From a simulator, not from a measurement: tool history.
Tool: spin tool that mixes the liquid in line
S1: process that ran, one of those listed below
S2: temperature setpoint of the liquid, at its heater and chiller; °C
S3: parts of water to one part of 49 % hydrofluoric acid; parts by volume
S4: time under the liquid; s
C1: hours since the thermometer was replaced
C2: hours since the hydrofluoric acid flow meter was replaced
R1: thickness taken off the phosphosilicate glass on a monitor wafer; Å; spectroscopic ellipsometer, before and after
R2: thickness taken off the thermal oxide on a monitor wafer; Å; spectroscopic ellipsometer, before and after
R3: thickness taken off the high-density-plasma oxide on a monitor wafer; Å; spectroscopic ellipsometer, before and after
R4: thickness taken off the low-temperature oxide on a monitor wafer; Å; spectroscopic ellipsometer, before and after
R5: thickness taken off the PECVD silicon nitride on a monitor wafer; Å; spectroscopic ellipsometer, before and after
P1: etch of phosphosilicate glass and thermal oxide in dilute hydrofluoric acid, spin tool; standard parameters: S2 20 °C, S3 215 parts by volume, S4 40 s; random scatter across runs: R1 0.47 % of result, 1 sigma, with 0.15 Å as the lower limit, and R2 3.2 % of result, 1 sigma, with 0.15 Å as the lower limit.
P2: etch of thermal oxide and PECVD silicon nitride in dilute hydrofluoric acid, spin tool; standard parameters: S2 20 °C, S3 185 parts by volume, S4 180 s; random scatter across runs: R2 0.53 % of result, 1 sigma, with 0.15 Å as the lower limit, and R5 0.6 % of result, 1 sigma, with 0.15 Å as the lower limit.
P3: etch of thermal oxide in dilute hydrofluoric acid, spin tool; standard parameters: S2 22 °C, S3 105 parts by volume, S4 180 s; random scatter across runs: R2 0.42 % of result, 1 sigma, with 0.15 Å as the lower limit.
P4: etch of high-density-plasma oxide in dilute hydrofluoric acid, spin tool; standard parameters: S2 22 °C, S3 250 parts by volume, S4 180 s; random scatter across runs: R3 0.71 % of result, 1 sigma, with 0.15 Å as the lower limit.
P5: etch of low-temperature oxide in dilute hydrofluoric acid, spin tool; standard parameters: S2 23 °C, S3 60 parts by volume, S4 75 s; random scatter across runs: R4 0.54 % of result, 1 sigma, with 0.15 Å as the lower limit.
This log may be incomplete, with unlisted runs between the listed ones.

{"run": 1, "hour": 6.1, "S1": "P1", "S2": 20, "S3": 215, "S4": 40, "C1": 796.2, "C2": 680.4, "R1": 281.68, "R2": 6.6189}
{"run": 2, "hour": 15.3, "S1": "P1", "S2": 20, "S3": 215, "S4": 40, "C1": 805.4, "C2": 689.6, "R1": 282.02, "R2": 6.8608}
{"run": 3, "hour": 23.0, "S1": "P1", "S2": 20, "S3": 120, "S4": 40, "C1": 813.1, "C2": 697.3, "R1": 561.64, "R2": 13.916}
{"run": 4, "hour": 31.9, "S1": "P4", "S2": 22, "S3": 250, "S4": 180, "C1": 822, "C2": 706.2, "R3": 27.691}
{"run": 5, "hour": 42.6, "S1": "P1", "S2": 17, "S3": 300, "S4": 40, "C1": 832.7, "C2": 716.9, "R1": 168.35, "R2": 4.175}
{"run": 6, "hour": 53.7, "S1": "P5", "S2": 23, "S3": 60, "S4": 75, "C1": 843.8, "C2": 728, "R4": 453.13}
{"run": 7, "hour": 62.2, "S1": "P1", "S2": 20, "S3": 215, "S4": 40, "C1": 852.3, "C2": 736.5, "R1": 282.16, "R2": 7.2229}
{"run": 8, "hour": 68.6, "S1": "P2", "S2": 28.5, "S3": 185, "S4": 180, "C1": 858.7, "C2": 742.9, "R2": 50.21, "R5": 72.873}
{"run": 9, "hour": 79.4, "S1": "P1", "S2": 20, "S3": 215, "S4": 40, "C1": 869.5, "C2": 753.7, "R1": 285.28, "R2": 6.8011}
{"run": 10, "hour": 85.9, "S1": "P1", "S2": 17, "S3": 215, "S4": 40, "C1": 876, "C2": 760.2, "R1": 253.5, "R2": 6.4498}
{"run": 11, "hour": 95.2, "S1": "P1", "S2": 17, "S3": 140, "S4": 40, "C1": 885.3, "C2": 769.5, "R1": 417.75, "R2": 9.9392}
{"run": 12, "hour": 100.7, "S1": "P3", "S2": 18, "S3": 105, "S4": 180, "C1": 890.8, "C2": 775, "R2": 63.053}
{"run": 13, "hour": 106.2, "S1": "P5", "S2": 23, "S3": 60, "S4": 110, "C1": 896.3, "C2": 780.5, "R4": 666.97}
{"hour": 110.3, "done": "hydrofluoric acid flow meter replaced"}
{"run": 14, "hour": 115.5, "S1": "P1", "S2": 20, "S3": 215, "S4": 75, "C1": 905.6, "C2": 5.2, "R1": 535.75, "R2": 12.082}
{"run": 15, "hour": 126.5, "S1": "P5", "S2": 28.5, "S3": 60, "S4": 75, "C1": 916.6, "C2": 16.2, "R4": 567.02}
{"run": 16, "hour": 134.1, "S1": "P4", "S2": 17, "S3": 250, "S4": 180, "C1": 924.2, "C2": 23.8, "R3": 23.165}
{"run": 17, "hour": 142.6, "S1": "P1", "S2": 20, "S3": 335, "S4": 40, "C1": 932.7, "C2": 32.3, "R1": 163.07, "R2": 4.0272}
{"run": 18, "hour": 152.4, "S1": "P1", "S2": 20, "S3": 215, "S4": 40, "C1": 942.5, "C2": 42.1, "R1": 285.55, "R2": 7.0088}
{"run": 19, "hour": 159.5, "S1": "P2", "S2": 20, "S3": 300, "S4": 180, "C1": 949.6, "C2": 49.2, "R2": 20.59, "R5": 26.957}
{"run": 20, "hour": 165.0, "S1": "P2", "S2": 20, "S3": 185, "S4": 85, "C1": 955.1, "C2": 54.7, "R2": 17.828, "R5": 20.286}
{"run": 21, "hour": 172.4, "S1": "P4", "S2": 22, "S3": 415, "S4": 180, "C1": 962.5, "C2": 62.1, "R3": 14.302}
{"run": 22, "hour": 179.3, "S1": "P3", "S2": 22, "S3": 145, "S4": 180, "C1": 969.4, "C2": 69, "R2": 51.504}
{"run": 23, "hour": 188.1, "S1": "P1", "S2": 24.5, "S3": 215, "S4": 40, "C1": 978.2, "C2": 77.8, "R1": 336.13, "R2": 8.1192}
{"run": 24, "hour": 197.5, "S1": "P5", "S2": 23, "S3": 85, "S4": 75, "C1": 987.6, "C2": 87.2, "R4": 313.64}
{"run": 25, "hour": 207.7, "S1": "P3", "S2": 22, "S3": 105, "S4": 275, "C1": 997.8, "C2": 97.4, "R2": 114.8}
{"run": 26, "hour": 215.0, "S1": "P1", "S2": 20, "S3": 215, "S4": 15, "C1": 1005.1, "C2": 104.7, "R1": 106.72, "R2": 2.8538}
{"run": 27, "hour": 224.3, "S1": "P2", "S2": 20, "S3": 185, "S4": 180, "C1": 1014.4, "C2": 114, "R2": 36.945, "R5": 42.947}
{"run": 28, "hour": 232.1, "S1": "P4", "S2": 22, "S3": 250, "S4": 280, "C1": 1022.2, "C2": 121.8, "R3": 43.368}
{"run": 29, "hour": 237.3, "S1": "P1", "S2": 20, "S3": 215, "S4": 40, "C1": 1027.4, "C2": 127, "R1": 282.35, "R2": 6.6865}
{"run": 30, "hour": 247.9, "S1": "P3", "S2": 22, "S3": 105, "S4": 180, "C1": 1038, "C2": 137.6, "R2": 74.769}
{"run": 31, "hour": 252.7, "S1": "P2", "S2": 20, "S3": 185, "S4": 180, "C1": 1042.8, "C2": 142.4, "R2": 36.87, "R5": 42.556}
{"run": 32, "hour": 261.8, "S1": "P1", "S2": 20, "S3": 215, "S4": 40, "C1": 1051.9, "C2": 151.5, "R1": 282.34, "R2": 7.0365}
{"run": 33, "hour": 272.2, "S1": "P1", "S2": 20, "S3": 215, "S4": 40, "C1": 1062.3, "C2": 161.9, "R1": 276.16, "R2": 6.2018}
{"run": 34, "hour": 282.0, "S1": "P1", "S2": 20, "S3": 215, "S4": 40, "C1": 1072.1, "C2": 171.7, "R1": 272.12, "R2": 6.6812}
{"run": 35, "hour": 291.8, "S1": "P1", "S2": 20, "S3": 215, "S4": 40, "C1": 1081.9, "C2": 181.5, "R1": 269.57, "R2": 6.732}
{"run": 36, "hour": 298.4, "S1": "P1", "S2": 20, "S3": 215, "S4": 40, "C1": 1088.5, "C2": 188.1, "R1": 269.17, "R2": 6.3264}
{"run": 37, "hour": 305.2, "S1": "P1", "S2": 20, "S3": 215, "S4": 40, "C1": 1095.3, "C2": 194.9, "R1": 267.74, "R2": 6.6664}
{"run": 38, "hour": 314.7, "S1": "P1", "S2": 20, "S3": 215, "S4": 40, "C1": 1104.8, "C2": 204.4, "R1": 269.57, "R2": 6.2695}
{"run": 39, "hour": 325.6, "S1": "P1", "S2": 20, "S3": 215, "S4": 40, "C1": 1115.7, "C2": 215.3, "R1": 266.72, "R2": 6.4207}

P1 has crept away from where it was. The log is fitted equally well by each of these 2 causes, at the sizes shown:
A: liquid colder than its thermometer reads (K) = 1.61
B: hydrofluoric acid flow below the setpoint (%) = 4.99
At approximately hour 261.8, the process output began to creep.

Each of the 4 check runs below uses one wafer; its results are left as question marks. Which run tells the causes apart?
{"run": "check 1", "hour": 336.5, "S1": "P5", "S2": 23, "S3": 60, "S4": 75, "R4": "?"}
{"run": "check 2", "hour": 336.5, "S1": "P4", "S2": 22, "S3": 250, "S4": 180, "R3": "?"}
{"run": "check 3", "hour": 336.5, "S1": "P3", "S2": 22, "S3": 105, "S4": 180, "R2": "?"}
{"run": "check 4", "hour": 336.5, "S1": "P2", "S2": 20, "S3": 185, "S4": 180, "R2": "?", "R5": "?"}

Outcome of each check run for each possible cause:
check=check_1 result=R4 if_A=425.92 if_B=430.86
check=check_2 result=R3 if_A=26.124 if_B=26.011
check=check_3 result=R2 if_A=69.734 if_B=70.272
check=check_4 result=R2 if_A=34.633 if_B=34.717
check=check_4 result=R5 if_A=38.479 if_B=40.745
Distance between the nearest two causes, measured in the result of the check that separates them most: check 1 1.15 %; check 2 0.43 %; check 3 0.77 %; check 4 5.72 %
Check 4 distinguishes between the causes, while the remaining checks would return nearly the same result for all of them.

The results of check 4 are: R2 35.079 Å; R5 38.604 Å. Based on these, which of the listed causes is it?

Of the candidate causes, it is A: liquid colder than its thermometer reads (K).
